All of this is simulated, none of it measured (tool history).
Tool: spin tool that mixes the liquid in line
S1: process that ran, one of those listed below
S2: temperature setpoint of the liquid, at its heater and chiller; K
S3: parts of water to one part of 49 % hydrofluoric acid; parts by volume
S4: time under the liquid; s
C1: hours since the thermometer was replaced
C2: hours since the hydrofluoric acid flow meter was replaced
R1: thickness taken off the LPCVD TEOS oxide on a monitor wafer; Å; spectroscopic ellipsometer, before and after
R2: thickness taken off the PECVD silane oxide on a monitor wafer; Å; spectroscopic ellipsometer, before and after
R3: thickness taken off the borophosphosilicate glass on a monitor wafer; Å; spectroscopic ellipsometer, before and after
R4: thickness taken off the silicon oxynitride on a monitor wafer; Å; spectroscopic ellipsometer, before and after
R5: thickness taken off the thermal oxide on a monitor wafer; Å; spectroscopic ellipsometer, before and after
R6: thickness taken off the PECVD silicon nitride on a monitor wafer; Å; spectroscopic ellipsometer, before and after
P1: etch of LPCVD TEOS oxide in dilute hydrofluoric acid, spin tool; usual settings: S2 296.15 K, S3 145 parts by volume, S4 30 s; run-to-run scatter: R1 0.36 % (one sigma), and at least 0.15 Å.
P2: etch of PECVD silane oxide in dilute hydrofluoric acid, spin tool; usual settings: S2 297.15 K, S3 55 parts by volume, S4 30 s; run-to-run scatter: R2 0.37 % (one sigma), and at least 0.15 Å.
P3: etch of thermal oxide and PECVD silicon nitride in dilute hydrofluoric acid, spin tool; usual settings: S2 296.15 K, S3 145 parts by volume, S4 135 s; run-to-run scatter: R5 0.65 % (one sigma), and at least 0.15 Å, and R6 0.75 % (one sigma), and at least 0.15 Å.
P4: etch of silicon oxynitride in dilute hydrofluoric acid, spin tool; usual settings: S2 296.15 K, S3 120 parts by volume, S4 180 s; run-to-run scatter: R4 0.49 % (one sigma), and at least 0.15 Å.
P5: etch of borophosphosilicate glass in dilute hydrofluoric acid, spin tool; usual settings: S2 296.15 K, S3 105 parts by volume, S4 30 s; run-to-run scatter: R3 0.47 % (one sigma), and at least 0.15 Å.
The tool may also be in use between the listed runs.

run,day,S1,S2,S3,S4,C1,C2,R1,R2,R3,R4,R5,R6
1,0.629,P1,296.15,145,30,536.3,1867.5,55.332,,,,,
2,1.004,P1,292.15,145,30,545.3,1876.5,47.084,,,,,
3,1.746,P2,297.15,55,30,563.1,1894.3,,109.89,,,,
4,2.133,P1,296.15,200,30,572.4,1903.6,37.577,,,,,
5,2.558,P1,296.15,145,30,582.6,1913.8,55.408,,,,,
6,2.983,P5,296.15,105,30,592.8,1924,,,107.61,,,
7,3.442,P1,303.65,85,30,603.8,1935,136.18,,,,,
8,4.154,P2,297.15,95,30,620.9,1952.1,,60.739,,,,
9,4.646,P1,296.15,145,30,632.7,1963.9,55.281,,,,,
10,5.125,P4,296.15,120,15,644.2,1975.4,,,,3.9264,,
11,5.546,P3,296.15,145,270,654.3,1985.5,,,,,78.884,67.557
12,5.962,P4,290.65,120,180,664.3,1995.5,,,,34.808,,
13,6.708,P5,304.65,105,30,682.2,2013.4,,,146.08,,,
14,7.188,P5,296.15,105,55,693.7,2024.9,,,195.11,,,
15,7.8,P1,296.15,145,15,708.4,2039.6,27.956,,,,,
16,8.562,P1,296.15,35,30,726.7,2057.9,262.29,,,,,
17,9.042,P1,296.15,145,50,738.2,2069.4,91.894,,,,,
18,9.562,P1,296.15,145,30,750.7,2081.9,55.055,,,,,
19,9.942,P1,296.15,215,55,759.8,2091,63.86,,,,,
20,10.592,P4,296.15,185,180,775.4,2106.6,,,,28.102,,
21,10.933,P1,303.15,145,30,783.6,2114.8,71.622,,,,,
22,11.312,P5,296.15,40,30,792.7,2123.9,,,302.38,,,
23,11.821,P4,296.15,120,180,804.9,2136.1,,,,45.246,,
24,12.596,P3,301.65,145,135,823.5,2154.7,,,,,48.941,47.882
25,13.279,P3,296.15,70,135,839.9,2171.1,,,,,88.854,69.591
26,13.992,P2,297.15,55,15,857,2188.2,,55.1,,,,
27,14.721,P2,300.65,55,30,874.5,2205.7,,127.3,,,,
28,15.383,P2,297.15,55,30,890.4,2221.6,,109.73,,,,
29,15.938,P3,296.15,145,135,903.7,2234.9,,,,,39.728,33.782
30,16.488,P1,296.15,145,30,916.9,2248.1,55.27,,,,,
31,17.217,P1,296.15,145,30,934.4,2265.6,54.055,,,,,
32,17.921,P1,296.15,145,30,951.3,2282.5,52.367,,,,,
33,18.283,P1,296.15,145,30,960,2291.2,52.653,,,,,
34,18.75,P1,296.15,145,30,971.2,2302.4,52.842,,,,,
35,19.512,P1,296.15,145,30,989.5,2320.7,51.786,,,,,
36,20.217,P1,296.15,145,30,1006.4,2337.6,51.668,,,,,
37,20.896,P1,296.15,145,30,1022.7,2353.9,51.664,,,,,

What P1 gives has crept away from where it was. These 2 causes fit the log equally well, each at the size given:
A: liquid colder than its thermometer reads (K) = 1.65
B: hydrofluoric acid flow below the setpoint (%) = 5.37
The creep began at about day 16.488.

4 check runs are offered, each on 2 wafers whose results are averaged, their results left as question marks. Which one tells the causes apart?
check 1,21.575,P2,300.65,55,30,,,,?,,,,
check 2,21.575,P3,296.15,145,200,,,,,,,?,?
check 3,21.575,P4,296.15,165,15,,,,,,?,,
check 4,21.575,P5,303.65,105,30,,,,,?,,,

What each check would give under each cause:
check,result,if A,if B
check 1,R2,118.38,119.16
check 2,R5,55.065,55.068
check 2,R6,45.261,47.771
check 3,R4,2.4617,2.4969
check 4,R3,133.15,132.91
How far apart the two closest causes lie, in the result that separates them most: check 1 0.66 %; check 2 5.4 %; check 3 1.42 %; check 4 0.18 %
Check 2 tells the causes apart: in the others they would give nearly the same result.

Then check 2 was run and gave: R5 55.188 Å; R6 45.251 Å. Which cause is it?

It is A: liquid colder than its thermometer reads (K).
